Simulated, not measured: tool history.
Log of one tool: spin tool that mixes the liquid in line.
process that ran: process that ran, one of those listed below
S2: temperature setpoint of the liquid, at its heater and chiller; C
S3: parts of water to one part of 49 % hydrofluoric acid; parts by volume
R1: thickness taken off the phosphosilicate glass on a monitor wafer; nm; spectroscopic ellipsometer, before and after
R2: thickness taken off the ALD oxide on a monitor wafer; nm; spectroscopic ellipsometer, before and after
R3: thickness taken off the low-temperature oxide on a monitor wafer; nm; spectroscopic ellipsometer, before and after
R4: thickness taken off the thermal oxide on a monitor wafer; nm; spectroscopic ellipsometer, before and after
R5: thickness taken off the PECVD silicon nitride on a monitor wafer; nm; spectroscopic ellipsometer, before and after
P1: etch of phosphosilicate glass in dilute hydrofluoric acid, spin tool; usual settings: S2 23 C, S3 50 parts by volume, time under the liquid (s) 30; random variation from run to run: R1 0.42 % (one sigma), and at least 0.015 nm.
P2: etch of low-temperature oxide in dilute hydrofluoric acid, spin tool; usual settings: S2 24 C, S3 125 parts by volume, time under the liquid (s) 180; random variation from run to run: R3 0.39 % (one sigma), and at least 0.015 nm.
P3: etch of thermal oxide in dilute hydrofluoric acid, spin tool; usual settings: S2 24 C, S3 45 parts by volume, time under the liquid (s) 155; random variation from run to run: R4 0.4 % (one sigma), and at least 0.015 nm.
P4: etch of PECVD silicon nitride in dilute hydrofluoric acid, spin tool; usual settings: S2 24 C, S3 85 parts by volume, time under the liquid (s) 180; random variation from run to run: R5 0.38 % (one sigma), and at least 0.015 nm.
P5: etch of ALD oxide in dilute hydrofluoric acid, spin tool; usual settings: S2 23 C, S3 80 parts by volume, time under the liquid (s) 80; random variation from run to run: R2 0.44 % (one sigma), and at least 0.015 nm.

Run 1, hour 12.8: process that ran P1, S2 23 C, S3 50 parts by volume, time under the liquid (s) 30. Result: R1 67.395 nm.
Run 2, hour 27.4: process that ran P5, S2 23 C, S3 40 parts by volume, time under the liquid (s) 80. Result: R2 55.011 nm.
Run 3, hour 37.3: process that ran P2, S2 18 C, S3 125 parts by volume, time under the liquid (s) 180. Result: R3 22.956 nm.
Run 4, hour 51: process that ran P3, S2 24 C, S3 45 parts by volume, time under the liquid (s) 155. Result: R4 17.509 nm.
Run 5, hour 66.3: process that ran P5, S2 23 C, S3 80 parts by volume, time under the liquid (s) 80. Result: R2 26.16 nm.
Run 6, hour 75.3: process that ran P1, S2 23 C, S3 30 parts by volume, time under the liquid (s) 30. Result: R1 115.64 nm.
Run 7, hour 89.9: process that ran P1, S2 23 C, S3 85 parts by volume, time under the liquid (s) 30. Result: R1 38.342 nm.
Run 8, hour 103.3: process that ran P3, S2 24 C, S3 75 parts by volume, time under the liquid (s) 155. Result: R4 9.9876 nm.
Run 9, hour 118.7: process that ran P2, S2 24 C, S3 125 parts by volume, time under the liquid (s) 290. Result: R3 46.903 nm.
Run 10, hour 126.2: process that ran P1, S2 23 C, S3 50 parts by volume, time under the liquid (s) 55. Result: R1 123.86 nm.
Run 11, hour 134.5: process that ran P2, S2 24 C, S3 30 parts by volume, time under the liquid (s) 180. Result: R3 137.1 nm.
Run 12, hour 142.6: process that ran P1, S2 30 C, S3 75 parts by volume, time under the liquid (s) 30. Result: R1 57.743 nm.
Run 13, hour 155.8: process that ran P1, S2 23 C, S3 50 parts by volume, time under the liquid (s) 30. Result: R1 67.836 nm.
Run 14, hour 167.3: process that ran P2, S2 24 C, S3 125 parts by volume, time under the liquid (s) 180. Result: R3 29.065 nm.
Run 15, hour 175.7: process that ran P1, S2 28.5 C, S3 50 parts by volume, time under the liquid (s) 45. Result: R1 126.46 nm.
Run 16, hour 190.1: process that ran P5, S2 23 C, S3 80 parts by volume, time under the liquid (s) 15. Result: R2 4.8931 nm.
Run 17, hour 203.5: process that ran P1, S2 23 C, S3 50 parts by volume, time under the liquid (s) 30. Result: R1 67.697 nm.
Run 18, hour 211.5: process that ran P5, S2 23 C, S3 80 parts by volume, time under the liquid (s) 80. Result: R2 26.194 nm.
Run 19, hour 226.5: process that ran P1, S2 31 C, S3 20 parts by volume, time under the liquid (s) 30. Result: R1 243.8 nm.
Run 20, hour 238.8: process that ran P3, S2 24 C, S3 45 parts by volume, time under the liquid (s) 155. Result: R4 17.508 nm.
Run 21, hour 253.4: process that ran P4, S2 24 C, S3 85 parts by volume, time under the liquid (s) 180. Result: R5 8.2067 nm.
Run 22, hour 266.9: process that ran P1, S2 23 C, S3 50 parts by volume, time under the liquid (s) 15. Result: R1 34.229 nm.
Run 23, hour 283.9: process that ran P1, S2 17 C, S3 50 parts by volume, time under the liquid (s) 30. Result: R1 52.465 nm.
Run 24, hour 299.9: process that ran P1, S2 23 C, S3 50 parts by volume, time under the liquid (s) 30. Result: R1 67.84 nm.
Run 25, hour 315.7: process that ran P5, S2 17 C, S3 80 parts by volume, time under the liquid (s) 80. Result: R2 20.388 nm.
Run 26, hour 325.6: process that ran P3, S2 18.5 C, S3 45 parts by volume, time under the liquid (s) 155. Result: R4 13.693 nm.
Run 27, hour 333: process that ran P4, S2 31 C, S3 85 parts by volume, time under the liquid (s) 180. Result: R5 12.725 nm.
Run 28, hour 342.1: process that ran P4, S2 24 C, S3 20 parts by volume, time under the liquid (s) 180. Result: R5 33.179 nm.
Run 29, hour 354.9: process that ran P4, S2 24 C, S3 85 parts by volume, time under the liquid (s) 15. Result: R5 0.69612 nm.
Run 30, hour 364.8: process that ran P1, S2 28 C, S3 50 parts by volume, time under the liquid (s) 30. Result: R1 82.988 nm.
Run 31, hour 376.1: process that ran P4, S2 24 C, S3 85 parts by volume, time under the liquid (s) 180. Result: R5 8.1319 nm.
Run 32, hour 386.7: process that ran P3, S2 24 C, S3 45 parts by volume, time under the liquid (s) 260. Result: R4 29.148 nm.
Run 33, hour 401: process that ran P1, S2 23 C, S3 50 parts by volume, time under the liquid (s) 30. Result: R1 67.35 nm.
Run 34, hour 416.4: process that ran P1, S2 23 C, S3 50 parts by volume, time under the liquid (s) 30. Result: R1 70.404 nm.
Run 35, hour 429.6: process that ran P1, S2 23 C, S3 50 parts by volume, time under the liquid (s) 30. Result: R1 71.676 nm.
Run 36, hour 445.6: process that ran P1, S2 23 C, S3 50 parts by volume, time under the liquid (s) 30. Result: R1 72.967 nm.
Run 37, hour 454: process that ran P1, S2 23 C, S3 50 parts by volume, time under the liquid (s) 30. Result: R1 73.271 nm.
Run 38, hour 471.1: process that ran P1, S2 23 C, S3 50 parts by volume, time under the liquid (s) 30. Result: R1 74.015 nm.
Run 39, hour 483.7: process that ran P1, S2 23 C, S3 50 parts by volume, time under the liquid (s) 30. Result: R1 74.157 nm.
Run 40, hour 496.1: process that ran P1, S2 23 C, S3 50 parts by volume, time under the liquid (s) 30. Result: R1 74.451 nm.
Run 41, hour 505.7: process that ran P1, S2 23 C, S3 50 parts by volume, time under the liquid (s) 30. Result: R1 74.502 nm.
Run 42, hour 514.7: process that ran P1, S2 23 C, S3 50 parts by volume, time under the liquid (s) 30. Result: R1 74.513 nm.
Run 43, hour 525: process that ran P1, S2 23 C, S3 50 parts by volume, time under the liquid (s) 30. Result: R1 74.354 nm.

What P1 gives has crept away from where it was. These 2 causes fit the log equally well, each at the size given:
A: hydrofluoric acid flow above the setpoint (%) = 9.04
B: liquid hotter than its thermometer reads (K) = 2.24
The creep began at about hour 401.

4 check runs are offered, one wafer each, their results left as question marks. Which one tells the causes apart?
Run check 1, hour 535.3: process that ran P4, S2 24 C, S3 25 parts by volume, time under the liquid (s) 180. Result: R5 ?.
Run check 2, hour 535.3: process that ran P3, S2 21 C, S3 45 parts by volume, time under the liquid (s) 210. Result: R4 ?.
Run check 3, hour 535.3: process that ran P2, S2 24 C, S3 55 parts by volume, time under the liquid (s) 180. Result: R3 ?.
Run check 4, hour 535.3: process that ran P5, S2 17.5 C, S3 55 parts by volume, time under the liquid (s) 80. Result: R2 ?.

What each check would give under each cause:
  check  result    if A    if B
check 1      R5  29.124  31.202
check 2      R4  22.733  22.796
check 3      R3  79.354  79.228
check 4      R2  34.106  34.249
How far apart the two closest causes lie, in the result that separates them most: check 1 6.89 %; check 2 0.28 %; check 3 0.16 %; check 4 0.42 %
Check 1 tells the causes apart: in the others they would give nearly the same result.

Then check 1 was run and gave: R5 29.292 nm. Which cause is it?

It is A: hydrofluoric acid flow above the setpoint (%).
